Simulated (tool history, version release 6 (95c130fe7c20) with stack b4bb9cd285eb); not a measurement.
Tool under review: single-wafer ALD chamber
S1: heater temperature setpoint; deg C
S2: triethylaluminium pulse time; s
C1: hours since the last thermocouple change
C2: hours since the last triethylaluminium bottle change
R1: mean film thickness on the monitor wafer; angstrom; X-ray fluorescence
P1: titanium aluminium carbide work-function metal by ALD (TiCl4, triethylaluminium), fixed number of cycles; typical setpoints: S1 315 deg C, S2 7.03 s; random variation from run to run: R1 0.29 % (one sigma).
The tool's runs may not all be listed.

{"run": 1, "hour": 9.4, "S1": 315, "S2": 7.03, "C1": 1292.6, "C2": 701.8, "R1": 19.63}
{"run": 2, "hour": 19.1, "S1": 295, "S2": 4.94, "C1": 1302.3, "C2": 711.5, "R1": 16.157}
{"run": 3, "hour": 25.8, "S1": 331, "S2": 8.85, "C1": 1309.0, "C2": 718.2, "R1": 21.783}
{"run": 4, "hour": 33.8, "S1": 315, "S2": 7.03, "C1": 1317.0, "C2": 726.2, "R1": 19.56}
{"run": 5, "hour": 43.0, "S1": 315, "S2": 11.62, "C1": 1326.2, "C2": 735.4, "R1": 21.188}
{"run": 6, "hour": 48.7, "S1": 315, "S2": 3.42, "C1": 1331.9, "C2": 741.1, "R1": 14.868}
{"run": 7, "hour": 57.0, "S1": 290, "S2": 7.03, "C1": 1340.2, "C2": 749.4, "R1": 17.597}
{"run": 8, "hour": 66.6, "S1": 339, "S2": 7.03, "C1": 1349.8, "C2": 759.0, "R1": 21.478}
{"run": 9, "hour": 70.9, "S1": 315, "S2": 7.03, "C1": 1354.1, "C2": 763.3, "R1": 19.607}
{"run": 10, "hour": 76.0, "S1": 315, "S2": 7.03, "C1": 1359.2, "C2": 768.4, "R1": 19.594}
{"hour": 84.1, "done": "triethylaluminium bottle replaced"}
{"run": 11, "hour": 84.3, "S1": 315, "S2": 7.03, "C1": 1367.5, "C2": 0.2, "R1": 19.687}
{"run": 12, "hour": 92.0, "S1": 315, "S2": 7.03, "C1": 1375.2, "C2": 7.9, "R1": 19.533}
{"run": 13, "hour": 99.0, "S1": 315, "S2": 7.03, "C1": 1382.2, "C2": 14.9, "R1": 19.607}
{"run": 14, "hour": 105.6, "S1": 315, "S2": 7.03, "C1": 1388.8, "C2": 21.5, "R1": 19.568}
{"run": 15, "hour": 111.8, "S1": 315, "S2": 7.03, "C1": 1395.0, "C2": 27.7, "R1": 19.492}
{"run": 16, "hour": 118.9, "S1": 315, "S2": 7.03, "C1": 1402.1, "C2": 34.8, "R1": 19.356}
{"run": 17, "hour": 127.1, "S1": 315, "S2": 7.03, "C1": 1410.3, "C2": 43.0, "R1": 19.329}
{"run": 18, "hour": 133.2, "S1": 315, "S2": 7.03, "C1": 1416.4, "C2": 49.1, "R1": 19.199}
{"run": 19, "hour": 142.8, "S1": 315, "S2": 7.03, "C1": 1426.0, "C2": 58.7, "R1": 19.173}
{"run": 20, "hour": 148.3, "S1": 315, "S2": 7.03, "C1": 1431.5, "C2": 64.2, "R1": 19.308}
{"run": 21, "hour": 156.3, "S1": 315, "S2": 7.03, "C1": 1439.5, "C2": 72.2, "R1": 19.15}

What P1 gives has crept away from where it was. These 2 causes fit the log equally well, each at the size given:
A: wafer temperature below the value expected at the setpoint (K) = 4.31
B: triethylaluminium dose below that of a fresh bottle (%) = 6.93
The process output started creeping at around hour 105.6.

The list below offers 4 check runs, each averaging the results of 2 wafers, and shows each result as a question mark. For which of them would the listed causes give clearly different results?
{"run": "check 1", "hour": 164.3, "S1": 339, "S2": 8.64, "R1": "?"}
{"run": "check 2", "hour": 164.3, "S1": 301, "S2": 7.03, "R1": "?"}
{"run": "check 3", "hour": 164.3, "S1": 337, "S2": 7.03, "R1": "?"}
{"run": "check 4", "hour": 164.3, "S1": 315, "S2": 3.5, "R1": "?"}

How each check would come out, cause by cause:
check=check_1 result=R1 if_A=22.044 if_B=22.136
check=check_2 result=R1 if_A=18.099 if_B=18.115
check=check_3 result=R1 if_A=21.004 if_B=20.977
check=check_4 result=R1 if_A=14.779 if_B=14.486
Smallest distance between any two causes, each pair judged by its most separating result, in per cent: check 1 0.42 %; check 2 0.09 %; check 3 0.13 %; check 4 2 %
The causes can be told apart only by check 4. The other checks would give nearly the same results under each of them.

Running check 4 produced the following: R1 14.800 angstrom. Which one of the listed causes fits?

The cause is A: wafer temperature below the value expected at the setpoint (K).
